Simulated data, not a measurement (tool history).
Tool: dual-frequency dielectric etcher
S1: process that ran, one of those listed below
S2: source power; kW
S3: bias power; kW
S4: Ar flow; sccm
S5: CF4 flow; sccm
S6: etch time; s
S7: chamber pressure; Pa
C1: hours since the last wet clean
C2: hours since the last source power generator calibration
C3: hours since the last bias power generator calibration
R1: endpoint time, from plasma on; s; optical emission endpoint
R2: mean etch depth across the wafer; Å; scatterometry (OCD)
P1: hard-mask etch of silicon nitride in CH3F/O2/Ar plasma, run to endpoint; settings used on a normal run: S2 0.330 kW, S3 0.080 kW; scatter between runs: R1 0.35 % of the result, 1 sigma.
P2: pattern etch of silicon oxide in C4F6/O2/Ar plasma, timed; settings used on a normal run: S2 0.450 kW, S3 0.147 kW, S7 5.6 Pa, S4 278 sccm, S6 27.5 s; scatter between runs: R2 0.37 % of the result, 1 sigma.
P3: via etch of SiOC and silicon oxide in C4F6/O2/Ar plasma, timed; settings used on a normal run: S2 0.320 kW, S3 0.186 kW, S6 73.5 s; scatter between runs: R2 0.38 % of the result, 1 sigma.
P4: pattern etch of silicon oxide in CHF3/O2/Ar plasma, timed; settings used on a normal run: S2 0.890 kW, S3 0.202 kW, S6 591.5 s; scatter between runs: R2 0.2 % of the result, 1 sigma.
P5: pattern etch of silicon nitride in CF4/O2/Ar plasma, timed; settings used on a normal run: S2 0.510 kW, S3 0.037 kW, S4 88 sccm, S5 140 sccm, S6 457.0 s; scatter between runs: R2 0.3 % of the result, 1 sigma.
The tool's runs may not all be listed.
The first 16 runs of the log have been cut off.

run,hour,S1,S2,S3,S4,S5,S6,S7,C1,C2,C3,R1,R2
17,184.1,P5,0.610,0.037,88,140,457.0,,368.3,2575.5,1195.9,,9783.90
18,193.2,P1,0.460,0.080,,,,,377.4,2584.6,1205.0,49.102,
19,201.7,P2,0.450,0.147,278,,27.5,5.6,385.9,2593.1,1213.5,,810.97
20,212.8,P3,0.320,0.186,,,95.0,,397.0,2604.2,1224.6,,972.56
21,225.8,P3,0.320,0.186,,,73.5,,410.0,2617.2,1237.6,,747.66
22,240.9,P5,0.510,0.037,88,106,457.0,,425.1,2632.3,1252.7,,8110.90
23,250.5,P5,0.510,0.037,66,140,457.0,,434.7,2641.9,1262.3,,8622.80
24,264.4,P4,0.690,0.202,,,591.5,,448.6,2655.8,1276.2,,12860.00
25,274.7,P1,0.330,0.058,,,,,458.9,2666.1,1286.5,61.934,
26,284.6,P2,0.450,0.190,278,,27.5,5.6,468.8,2676.0,1296.4,,875.92
27,292.0,P3,0.320,0.186,,,73.5,,476.2,2683.4,1303.8,,747.91
28,304.1,P1,0.330,0.080,,,,,488.3,2695.5,1315.9,55.585,
29,315.5,P1,0.330,0.106,,,,,499.7,2706.9,1327.3,50.221,
30,327.0,P4,0.890,0.202,,,394.5,,511.2,2718.4,1338.8,,9497.90
31,334.6,P1,0.200,0.080,,,,,518.8,2726.0,1346.4,66.498,
32,342.7,P2,0.450,0.147,278,,27.5,3.3,526.9,2734.1,1354.5,,866.19
33,352.8,P3,0.320,0.262,,,73.5,,537.0,2744.2,1364.6,,839.82

Expected results for the next run?
34,364.5,P3,0.430,0.186,,,73.5,,548.7,2755.9,1376.3,,?

{"run 34": {"R2": 839.84}}

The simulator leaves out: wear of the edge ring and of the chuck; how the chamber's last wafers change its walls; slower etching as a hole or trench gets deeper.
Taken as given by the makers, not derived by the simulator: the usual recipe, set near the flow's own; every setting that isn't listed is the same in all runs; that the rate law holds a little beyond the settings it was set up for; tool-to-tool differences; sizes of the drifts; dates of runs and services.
